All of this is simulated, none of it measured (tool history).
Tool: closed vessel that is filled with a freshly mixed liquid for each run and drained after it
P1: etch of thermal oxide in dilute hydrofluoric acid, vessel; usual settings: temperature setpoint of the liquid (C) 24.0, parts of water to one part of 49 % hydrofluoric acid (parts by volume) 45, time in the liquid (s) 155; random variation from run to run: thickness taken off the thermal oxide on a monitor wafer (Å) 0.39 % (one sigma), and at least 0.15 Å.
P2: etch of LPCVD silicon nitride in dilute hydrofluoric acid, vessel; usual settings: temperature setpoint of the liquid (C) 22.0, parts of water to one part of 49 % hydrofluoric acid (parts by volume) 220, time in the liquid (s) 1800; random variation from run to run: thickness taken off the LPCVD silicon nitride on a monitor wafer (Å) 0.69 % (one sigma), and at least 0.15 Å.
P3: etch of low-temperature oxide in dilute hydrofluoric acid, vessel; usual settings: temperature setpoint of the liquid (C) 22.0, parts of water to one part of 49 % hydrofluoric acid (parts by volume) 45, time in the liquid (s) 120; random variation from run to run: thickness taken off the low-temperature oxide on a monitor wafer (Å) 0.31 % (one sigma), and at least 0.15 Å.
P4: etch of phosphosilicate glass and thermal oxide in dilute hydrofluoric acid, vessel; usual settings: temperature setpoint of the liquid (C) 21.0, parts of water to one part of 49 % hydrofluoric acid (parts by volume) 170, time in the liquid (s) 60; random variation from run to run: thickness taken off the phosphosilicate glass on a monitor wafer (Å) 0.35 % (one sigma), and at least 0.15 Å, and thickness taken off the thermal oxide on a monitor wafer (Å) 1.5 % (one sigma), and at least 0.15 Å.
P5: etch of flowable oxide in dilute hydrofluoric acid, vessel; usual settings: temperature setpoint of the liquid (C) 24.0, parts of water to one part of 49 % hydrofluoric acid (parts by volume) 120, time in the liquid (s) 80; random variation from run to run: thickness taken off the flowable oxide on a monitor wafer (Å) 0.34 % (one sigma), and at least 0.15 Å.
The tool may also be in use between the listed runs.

run     day  process that ran  temperature setpoint of the liquid (C)  parts of water to one part of 49 % hydrofluoric acid (parts by volume)  time in the liquid (s)  thickness taken off the thermal oxide on a monitor wafer (Å)  thickness taken off the low-temperature oxide on a monitor wafer (Å)  thickness taken off the flowable oxide on a monitor wafer (Å)  thickness taken off the phosphosilicate glass on a monitor wafer (Å)  thickness taken off the LPCVD silicon nitride on a monitor wafer (Å)
  1   0.188                P1                                    24.0                                                                      45                     155                                                       181.180
  2   0.371                P1                                    24.0                                                                      65                     155                                                       123.770
  3   0.738                P3                                    22.0                                                                      45                     120                                                                                                                              279.02
  4   1.029                P3                                    22.0                                                                      45                     120                                                                                                                              282.30
  5   1.396                P1                                    24.0                                                                      45                     155                                                       182.010
  6   1.654                P1                                    29.0                                                                      45                      30                                                        43.215
  7   1.908                P5                                    24.0                                                                      25                      80                                                                                                                                                                                            1229.80
  8   2.246                P4                                    27.5                                                                     170                      60                                                        17.848                                                                                                                                                                                                     664.78
  9   2.429                P1                                    24.0                                                                      45                     155                                                       182.410
 10   2.750                P5                                    24.0                                                                     120                     140                                                                                                                                                                                             399.82
 11   3.150                P3                                    26.0                                                                      45                     120                                                                                                                              328.81
 12   3.538                P2                                    22.0                                                                     220                    3280                                                                                                                                                                                                                                                                                                                                         55.461
 13   3.796                P4                                    21.0                                                                      35                      60                                                        79.533                                                                                                                                                                                                    2927.90
 14   4.004                P4                                    21.0                                                                     170                      60                                                        13.739                                                                                                                                                                                                     524.39
 15   4.275                P2                                    29.5                                                                     220                    1800                                                                                                                                                                                                                                                                                                                                         48.762
 16   4.688                P3                                    22.0                                                                      45                     235                                                                                                                              546.93
 17   5.075                P3                                    22.0                                                                      20                     120                                                                                                                              649.83
 18   5.358                P1                                    24.0                                                                      45                     155                                                       182.220
 19   5.662                P5                                    30.0                                                                     120                      80                                                                                                                                                                                             285.11
 20   5.929                P1                                    24.0                                                                      45                     155                                                       182.360
 21   6.254                P1                                    24.0                                                                      45                      55                                                        64.312
 22   6.500                P2                                    22.0                                                                     110                    1800                                                                                                                                                                                                                                                                                                                                         60.744
 23   6.879                P1                                    24.0                                                                      45                     155                                                       183.740
 24   7.100                P1                                    24.0                                                                      45                     300                                                       354.150
 25   7.379                P2                                    22.0                                                                     220                    1800                                                                                                                                                                                                                                                                                                                                         30.685
 26   7.654                P1                                    24.0                                                                      45                     155                                                       183.000
 27   7.979                P1                                    20.0                                                                      45                     155                                                       154.420
 28   8.292                P4                                    21.0                                                                     170                     110                                                        24.945                                                                                                                                                                                                     958.75
 29   8.642                P1                                    17.5                                                                      25                     155                                                       254.460
 30   8.917                P1                                    30.5                                                                      45                     155                                                       236.700
 31   9.171                P1                                    24.0                                                                      25                     155                                                       335.940
 32   9.429                P5                                    24.0                                                                     120                      80                                                                                                                                                                                             228.15
 33   9.817                P1                                    24.0                                                                      45                     155                                                       182.540
 34  10.012                P1                                    24.0                                                                      45                     155                                                       184.960
 35  10.200                P1                                    24.0                                                                      45                     155                                                       189.490
 36  10.571                P1                                    24.0                                                                      45                     155                                                       192.360
 37  10.758                P1                                    24.0                                                                      45                     155                                                       193.710
 38  11.146                P1                                    24.0                                                                      45                     155                                                       195.090
 39  11.533                P1                                    24.0                                                                      45                     155                                                       195.890
 40  11.792                P1                                    24.0                                                                      45                     155                                                       197.370
 41  12.154                P1                                    24.0                                                                      45                     155                                                       197.820
 42  12.367                P1                                    24.0                                                                      45                     155                                                       198.070
 43  12.629                P1                                    24.0                                                                      45                     155                                                       198.720
 44  13.008                P1                                    24.0                                                                      45                     155                                                       198.900

What P1 gives has crept away from where it was. These 2 causes fit the log equally well, each at the size given:
A: liquid hotter than its thermometer reads (K) = 2.11
B: hydrofluoric acid flow above the setpoint (%) = 8.5
The creep began at about day 9.817.

4 check runs are offered, each on 2 wafers whose results are averaged, their results left as question marks. Which one tells the causes apart?
check 1  13.388                P3                                    22.0                                                                      45                     220                                                                                                                                   ?
check 2  13.388                P4                                    27.5                                                                      45                      60                                                             ?                                                                                                                                                                                                          ?
check 3  13.388                P5                                    24.0                                                                      50                     130                                                                                                                                                                                                  ?
check 4  13.388                P2                                    25.5                                                                     220                    1800                                                                                                                                                                                                                                                                                                                                              ?

What each check would give under each cause:
  check                                                                result     if A     if B
check 1  thickness taken off the low-temperature oxide on a monitor wafer (Å)   560.45   559.53
check 2          thickness taken off the thermal oxide on a monitor wafer (Å)   86.116   86.349
check 2  thickness taken off the phosphosilicate glass on a monitor wafer (Å)  3231.30  3240.00
check 3         thickness taken off the flowable oxide on a monitor wafer (Å)  1056.00  1056.70
check 4  thickness taken off the LPCVD silicon nitride on a monitor wafer (Å)   43.734   41.690
How far apart the two closest causes lie, in the result that separates them most: check 1 0.17 %; check 2 0.27 %; check 3 0.07 %; check 4 4.79 %
Check 4 tells the causes apart: in the others they would give nearly the same result.

Then check 4 was run and gave: thickness taken off the LPCVD silicon nitride on a monitor wafer (Å) 43.531. Which cause is it?

It is A: liquid hotter than its thermometer reads (K).
